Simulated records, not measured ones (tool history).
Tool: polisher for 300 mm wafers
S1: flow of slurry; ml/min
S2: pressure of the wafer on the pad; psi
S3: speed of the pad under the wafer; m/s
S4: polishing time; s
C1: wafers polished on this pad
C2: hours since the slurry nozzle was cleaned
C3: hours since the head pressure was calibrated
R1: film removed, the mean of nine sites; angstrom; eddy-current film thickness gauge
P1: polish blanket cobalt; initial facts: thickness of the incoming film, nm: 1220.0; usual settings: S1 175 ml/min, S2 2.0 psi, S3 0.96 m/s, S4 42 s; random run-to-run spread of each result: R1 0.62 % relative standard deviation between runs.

run    day   S1   S2    S3  S4   C1     C2     C3       R1
  1  0.121  175  2.0  0.96  42  209  179.8  700.3  1943.60
  2  0.242  105  2.0  0.96  42  237  182.7  703.2  1773.10
  3  0.412  175  2.0  0.56  42  277  186.8  707.3  1126.30
  4  0.496  175  1.0  0.96  42  296  188.8  709.3   974.57
  5  0.675  175  2.0  0.96  42  338  193.1  713.6  1965.10
  6  0.808  255  2.0  0.96  42  369  196.3  716.8  2031.10
  7  0.946  175  2.0  0.96  42  401  199.6  720.1  1955.10
  8  1.058  175  2.0  0.96  42  427  202.3  722.8  1966.80
  9  1.238  125  0.9  0.96  42  468  206.6  727.1   815.66
 10  1.408  175  2.0  0.96  62  508  210.7  731.2  2891.70
 11  1.500  175  2.0  1.48  42  529  212.9  733.4  3052.10
     1.525  -- slurry nozzle cleaned
 12  1.650  175  2.0  0.96  42  564    3.0  737.0  1929.90
 13  1.812  225  2.0  1.36  42  602    6.9  740.9  2833.40
 14  1.904  175  2.0  0.96  19  623    9.1  743.1   880.45
 15  2.025  175  3.1  0.96  42  651   12.0  746.0  3041.70
 16  2.200  175  2.0  0.96  42  692   16.2  750.2  1963.20
 17  2.362  175  2.0  0.96  42  729   20.1  754.1  1885.80
 18  2.504  175  2.0  0.96  42  762   23.5  757.5  1823.60
 19  2.638  175  2.0  0.96  42  793   26.7  760.7  1790.00
 20  2.808  175  2.0  0.96  42  833   30.8  764.8  1792.50
     2.875  -- worn pad replaced by a new one
 21  2.946  175  2.0  0.96  42   17   34.1  768.1  1800.30
 22  3.075  175  2.0  0.96  42   47   37.2  771.2  1777.90
 23  3.158  175  2.0  0.96  42   66   39.2  773.2  1769.50
 24  3.242  175  2.0  0.96  42   85   41.2  775.2  1761.80

The output of P1 has drifted from where it used to be. Each of the 2 causes below, taken at the size shown beside it, accounts for the log equally well:
A: head's pressure below its setpoint, % = 9.02
B: slurry flow missing at the pad, % = 39.2
Creep in the process output first set in at about day 2.200.
The rest of the possible causes, and what rules out each one:
removal rate lost through wear of the pad, %: maintenance at day 2.875, after the shift began, did not return the process to its former output

4 check runs are offered, each on 3 wafers whose results are averaged, their results left as question marks. Which one tells the causes apart?
check 1  3.325  175  2.6  1.22  42               ?
check 2  3.325  175  3.0  0.96  42               ?
check 3  3.325  175  2.0  0.96  60               ?
check 4  3.325  250  2.0  0.96  42               ?

How each check would come out, cause by cause:
  check  result     if A     if B
check 1      R1  2925.10  2925.20
check 2      R1  2655.80  2655.90
check 3      R1  2529.30  2529.40
check 4      R1  1852.80  1902.70
Separation of the two closest causes in each check, using whichever result separates them best: check 1 0 %; check 2 0 %; check 3 0 %; check 4 2.66 %
Only in check 4 would the causes give clearly different results; in the remaining checks their results would be nearly the same.

Here is what check 4 returned: R1 1906.40 angstrom. Which cause is it?

Of the candidate causes, it is B: slurry flow missing at the pad, %.
